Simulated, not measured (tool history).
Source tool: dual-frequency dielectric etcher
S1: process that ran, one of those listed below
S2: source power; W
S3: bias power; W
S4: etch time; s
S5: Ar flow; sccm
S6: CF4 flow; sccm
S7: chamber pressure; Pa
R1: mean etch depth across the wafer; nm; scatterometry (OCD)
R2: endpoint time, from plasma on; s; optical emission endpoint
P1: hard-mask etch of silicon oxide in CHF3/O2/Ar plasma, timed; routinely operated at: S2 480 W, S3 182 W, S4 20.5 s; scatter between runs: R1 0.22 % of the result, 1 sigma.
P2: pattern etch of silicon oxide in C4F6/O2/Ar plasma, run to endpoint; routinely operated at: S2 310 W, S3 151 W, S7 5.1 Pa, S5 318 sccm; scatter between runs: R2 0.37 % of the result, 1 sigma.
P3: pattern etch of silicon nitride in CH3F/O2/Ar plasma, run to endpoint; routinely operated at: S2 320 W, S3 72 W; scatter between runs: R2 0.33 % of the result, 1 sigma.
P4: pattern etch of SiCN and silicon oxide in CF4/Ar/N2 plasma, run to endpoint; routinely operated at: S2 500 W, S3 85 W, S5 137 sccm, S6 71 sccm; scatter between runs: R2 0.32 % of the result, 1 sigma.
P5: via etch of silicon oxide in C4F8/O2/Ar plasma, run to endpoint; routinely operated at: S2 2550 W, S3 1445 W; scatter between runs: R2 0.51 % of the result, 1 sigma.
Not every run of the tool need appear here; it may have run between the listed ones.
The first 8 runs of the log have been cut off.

| run | day | S1 | S2 | S3 | S4 | S5 | S6 | S7 | R1 | R2 |
|---|---|---|---|---|---|---|---|---|---|---|
| 9 | 2.967 | P1 | 480 | 182 | 20.5 |  |  |  | 37.218 |  |
| 10 | 3.350 | P1 | 480 | 182 | 20.5 |  |  |  | 37.222 |  |
| 11 | 3.592 | P1 | 350 | 182 | 26.0 |  |  |  | 41.980 |  |
| 12 | 4.079 | P5 | 1650 | 1445 |  |  |  |  |  | 216.760 |
| 13 | 4.500 | P2 | 310 | 151 |  | 318 |  | 5.1 |  | 13.522 |
| 14 | 4.746 | P2 | 310 | 181 |  | 318 |  | 5.1 |  | 12.723 |
| 15 | 5.033 | P1 | 480 | 144 | 20.5 |  |  |  | 34.471 |  |
| 16 | 5.446 | P1 | 390 | 182 | 25.0 |  |  |  | 41.903 |  |
| 17 | 5.729 | P2 | 310 | 151 |  | 318 |  | 6.3 |  | 13.765 |
| 18 | 6.121 | P2 | 180 | 151 |  | 318 |  | 5.1 |  | 16.632 |
| 19 | 6.575 | P4 | 500 | 85 |  | 137 | 52 |  |  | 17.452 |
| 20 | 6.921 | P1 | 480 | 251 | 20.5 |  |  |  | 41.762 |  |
|  | 7.196 | bias power generator calibrated |
| 21 | 7.279 | P3 | 320 | 44 |  |  |  |  |  | 37.690 |
| 22 | 7.508 | P1 | 480 | 182 | 20.5 |  |  |  | 37.249 |  |
| 23 | 7.879 | P1 | 480 | 182 | 20.5 |  |  |  | 37.257 |  |
| 24 | 8.175 | P1 | 640 | 182 | 20.5 |  |  |  | 41.626 |  |
| 25 | 8.475 | P3 | 320 | 72 |  |  |  |  |  | 31.851 |
| 26 | 8.850 | P1 | 480 | 182 | 20.5 |  |  |  | 37.303 |  |
| 27 | 9.296 | P3 | 250 | 72 |  |  |  |  |  | 35.131 |

What will run 28 give?
| 28 | 9.642 | P1 | 480 | 182 | 29.5 |  |  |  | ? |  |

Run 28 measured R1 53.835 nm.
